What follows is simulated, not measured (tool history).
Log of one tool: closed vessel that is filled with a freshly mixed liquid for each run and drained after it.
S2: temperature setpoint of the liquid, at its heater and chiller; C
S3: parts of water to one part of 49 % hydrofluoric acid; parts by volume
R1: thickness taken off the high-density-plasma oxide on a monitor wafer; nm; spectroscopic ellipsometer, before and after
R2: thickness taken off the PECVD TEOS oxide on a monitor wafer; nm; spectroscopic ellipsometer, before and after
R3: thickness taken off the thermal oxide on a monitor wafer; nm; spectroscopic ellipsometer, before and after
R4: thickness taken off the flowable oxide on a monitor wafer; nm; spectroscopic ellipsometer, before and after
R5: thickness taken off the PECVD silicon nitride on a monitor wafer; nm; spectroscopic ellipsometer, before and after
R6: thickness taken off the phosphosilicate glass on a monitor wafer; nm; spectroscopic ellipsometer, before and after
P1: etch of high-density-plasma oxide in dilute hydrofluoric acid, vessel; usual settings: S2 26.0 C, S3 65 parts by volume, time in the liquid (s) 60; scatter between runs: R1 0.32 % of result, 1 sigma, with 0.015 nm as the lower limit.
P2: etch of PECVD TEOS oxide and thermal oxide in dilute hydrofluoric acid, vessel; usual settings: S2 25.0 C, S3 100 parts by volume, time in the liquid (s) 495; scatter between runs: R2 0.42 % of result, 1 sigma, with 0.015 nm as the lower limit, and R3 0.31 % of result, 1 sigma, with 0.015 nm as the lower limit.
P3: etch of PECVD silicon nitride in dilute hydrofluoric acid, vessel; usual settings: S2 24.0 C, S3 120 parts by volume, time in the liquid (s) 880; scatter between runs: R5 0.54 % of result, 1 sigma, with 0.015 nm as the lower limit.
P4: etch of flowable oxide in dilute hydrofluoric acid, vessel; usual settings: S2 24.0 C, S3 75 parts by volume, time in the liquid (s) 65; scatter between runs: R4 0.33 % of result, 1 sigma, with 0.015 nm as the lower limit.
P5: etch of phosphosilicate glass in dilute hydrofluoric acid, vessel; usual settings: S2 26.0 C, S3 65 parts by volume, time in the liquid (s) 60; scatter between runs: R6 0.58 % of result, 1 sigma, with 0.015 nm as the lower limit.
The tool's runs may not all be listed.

Run 1, day 0.467: process that ran P1, S2 26.0 C, S3 65 parts by volume, time in the liquid (s) 60. Result: R1 11.9150 nm.
Run 2, day 1.175: process that ran P1, S2 26.0 C, S3 95 parts by volume, time in the liquid (s) 110. Result: R1 14.3820 nm.
Run 3, day 1.871: process that ran P2, S2 29.0 C, S3 100 parts by volume, time in the liquid (s) 495. Result: R2 60.087 nm, R3 27.982 nm.
Run 4, day 2.421: process that ran P4, S2 31.0 C, S3 75 parts by volume, time in the liquid (s) 65. Result: R4 25.624 nm.
Run 5, day 3.142: process that ran P1, S2 26.0 C, S3 65 parts by volume, time in the liquid (s) 60. Result: R1 12.0080 nm.
Run 6, day 3.621: process that ran P1, S2 31.5 C, S3 65 parts by volume, time in the liquid (s) 60. Result: R1 14.8240 nm.
Run 7, day 4.242: process that ran P4, S2 24.0 C, S3 20 parts by volume, time in the liquid (s) 65. Result: R4 77.995 nm.
Run 8, day 4.888: process that ran P4, S2 24.0 C, S3 75 parts by volume, time in the liquid (s) 65. Result: R4 19.473 nm.
Run 9, day 5.483: process that ran P3, S2 24.0 C, S3 180 parts by volume, time in the liquid (s) 880. Result: R5 25.797 nm.
Run 10, day 6.133: process that ran P1, S2 26.0 C, S3 115 parts by volume, time in the liquid (s) 60. Result: R1 6.3383 nm.
Run 11, day 6.504: process that ran P1, S2 29.5 C, S3 65 parts by volume, time in the liquid (s) 105. Result: R1 24.0850 nm.
Run 12, day 7.033: process that ran P1, S2 26.0 C, S3 65 parts by volume, time in the liquid (s) 60. Result: R1 11.9600 nm.
Run 13, day 7.571: process that ran P3, S2 24.0 C, S3 120 parts by volume, time in the liquid (s) 880. Result: R5 38.583 nm.
Run 14, day 8.192: process that ran P5, S2 26.0 C, S3 65 parts by volume, time in the liquid (s) 115. Result: R6 172.860 nm.
Run 15, day 8.762: process that ran P2, S2 25.0 C, S3 100 parts by volume, time in the liquid (s) 495. Result: R2 51.071 nm, R3 24.212 nm.
Run 16, day 9.317: process that ran P4, S2 24.0 C, S3 75 parts by volume, time in the liquid (s) 95. Result: R4 28.484 nm.
Run 17, day 10.054: process that ran P3, S2 24.0 C, S3 120 parts by volume, time in the liquid (s) 1515. Result: R5 66.380 nm.
Run 18, day 10.508: process that ran P1, S2 26.0 C, S3 65 parts by volume, time in the liquid (s) 120. Result: R1 23.9140 nm.
Run 19, day 11.246: process that ran P1, S2 21.5 C, S3 65 parts by volume, time in the liquid (s) 60. Result: R1 9.9572 nm.
Run 20, day 11.896: process that ran P5, S2 26.0 C, S3 40 parts by volume, time in the liquid (s) 60. Result: R6 152.930 nm.
Run 21, day 12.375: process that ran P1, S2 26.0 C, S3 65 parts by volume, time in the liquid (s) 60. Result: R1 11.9310 nm.
Run 22, day 12.888: process that ran P1, S2 26.0 C, S3 65 parts by volume, time in the liquid (s) 60. Result: R1 12.0260 nm.
Run 23, day 13.512: process that ran P1, S2 26.0 C, S3 20 parts by volume, time in the liquid (s) 60. Result: R1 41.3850 nm.
Run 24, day 13.983: process that ran P3, S2 24.0 C, S3 120 parts by volume, time in the liquid (s) 880. Result: R5 38.538 nm.
Run 25, day 14.567: process that ran P2, S2 25.0 C, S3 150 parts by volume, time in the liquid (s) 495. Result: R2 32.259 nm, R3 15.177 nm.
Run 26, day 14.933: process that ran P1, S2 26.0 C, S3 65 parts by volume, time in the liquid (s) 30. Result: R1 5.9641 nm.
Run 27, day 15.688: process that ran P5, S2 26.0 C, S3 65 parts by volume, time in the liquid (s) 60. Result: R6 90.345 nm.
Run 28, day 16.312: process that ran P5, S2 33.5 C, S3 65 parts by volume, time in the liquid (s) 60. Result: R6 122.140 nm.
Run 29, day 16.825: process that ran P2, S2 25.0 C, S3 100 parts by volume, time in the liquid (s) 930. Result: R2 96.550 nm, R3 45.365 nm.
Run 30, day 17.475: process that ran P3, S2 31.5 C, S3 120 parts by volume, time in the liquid (s) 880. Result: R5 62.226 nm.
Run 31, day 17.817: process that ran P5, S2 26.0 C, S3 65 parts by volume, time in the liquid (s) 60. Result: R6 90.105 nm.
Run 32, day 18.383: process that ran P1, S2 30.5 C, S3 85 parts by volume, time in the liquid (s) 60. Result: R1 10.5550 nm.
Run 33, day 18.912: process that ran P1, S2 26.0 C, S3 65 parts by volume, time in the liquid (s) 60. Result: R1 12.0050 nm.
Run 34, day 19.546: process that ran P1, S2 26.0 C, S3 65 parts by volume, time in the liquid (s) 60. Result: R1 12.3690 nm.
Run 35, day 20.138: process that ran P1, S2 26.0 C, S3 65 parts by volume, time in the liquid (s) 60. Result: R1 12.5080 nm.
Run 36, day 20.721: process that ran P1, S2 26.0 C, S3 65 parts by volume, time in the liquid (s) 60. Result: R1 12.7110 nm.
Run 37, day 21.438: process that ran P1, S2 26.0 C, S3 65 parts by volume, time in the liquid (s) 60. Result: R1 12.7980 nm.
Run 38, day 22.088: process that ran P1, S2 26.0 C, S3 65 parts by volume, time in the liquid (s) 60. Result: R1 12.9690 nm.
Run 39, day 22.829: process that ran P1, S2 26.0 C, S3 65 parts by volume, time in the liquid (s) 60. Result: R1 13.0840 nm.
Run 40, day 23.488: process that ran P1, S2 26.0 C, S3 65 parts by volume, time in the liquid (s) 60. Result: R1 13.1410 nm.
Run 41, day 23.908: process that ran P1, S2 26.0 C, S3 65 parts by volume, time in the liquid (s) 60. Result: R1 13.0650 nm.
Run 42, day 24.629: process that ran P1, S2 26.0 C, S3 65 parts by volume, time in the liquid (s) 60. Result: R1 13.1720 nm.
Run 43, day 25.179: process that ran P1, S2 26.0 C, S3 65 parts by volume, time in the liquid (s) 60. Result: R1 13.1500 nm.
Run 44, day 25.754: process that ran P1, S2 26.0 C, S3 65 parts by volume, time in the liquid (s) 60. Result: R1 13.0920 nm.

Something has made what P1 gives creep away from where it was; the 2 causes below, each at its own stated size, fit the log equally well:
A: hydrofluoric acid flow above the setpoint (%) = 9.18
B: liquid hotter than its thermometer reads (K) = 2.41
The gradual shift began around day 18.912.

Each of the 4 check runs below uses one wafer; its results are left as question marks. Which run tells the causes apart?
Run check 1, day 26.329: process that ran P2, S2 25.0 C, S3 100 parts by volume, time in the liquid (s) 495. Result: R2 ?, R3 ?.
Run check 2, day 26.329: process that ran P3, S2 24.0 C, S3 120 parts by volume, time in the liquid (s) 880. Result: R5 ?.
Run check 3, day 26.329: process that ran P4, S2 24.0 C, S3 75 parts by volume, time in the liquid (s) 65. Result: R4 ?.
Run check 4, day 26.329: process that ran P5, S2 26.0 C, S3 65 parts by volume, time in the liquid (s) 60. Result: R6 ?.

What every check run would give for each of its results, assuming each possible cause in turn:
  check  result    if A    if B
check 1      R2  56.468  56.191
check 1      R3  26.579  26.449
check 2      R5  41.926  44.924
check 3      R4  21.398  21.404
check 4      R6  99.473  99.479
Smallest distance between any two causes, each pair judged by its most separating result, in per cent: check 1 0.49 %; check 2 6.91 %; check 3 0.03 %; check 4 0.01 %
Check 2 distinguishes between the causes, while the remaining checks would return nearly the same result for all of them.

Check 2 was carried out, with these results: R5 45.040 nm. Which of the listed causes is responsible?

It is B: liquid hotter than its thermometer reads (K).
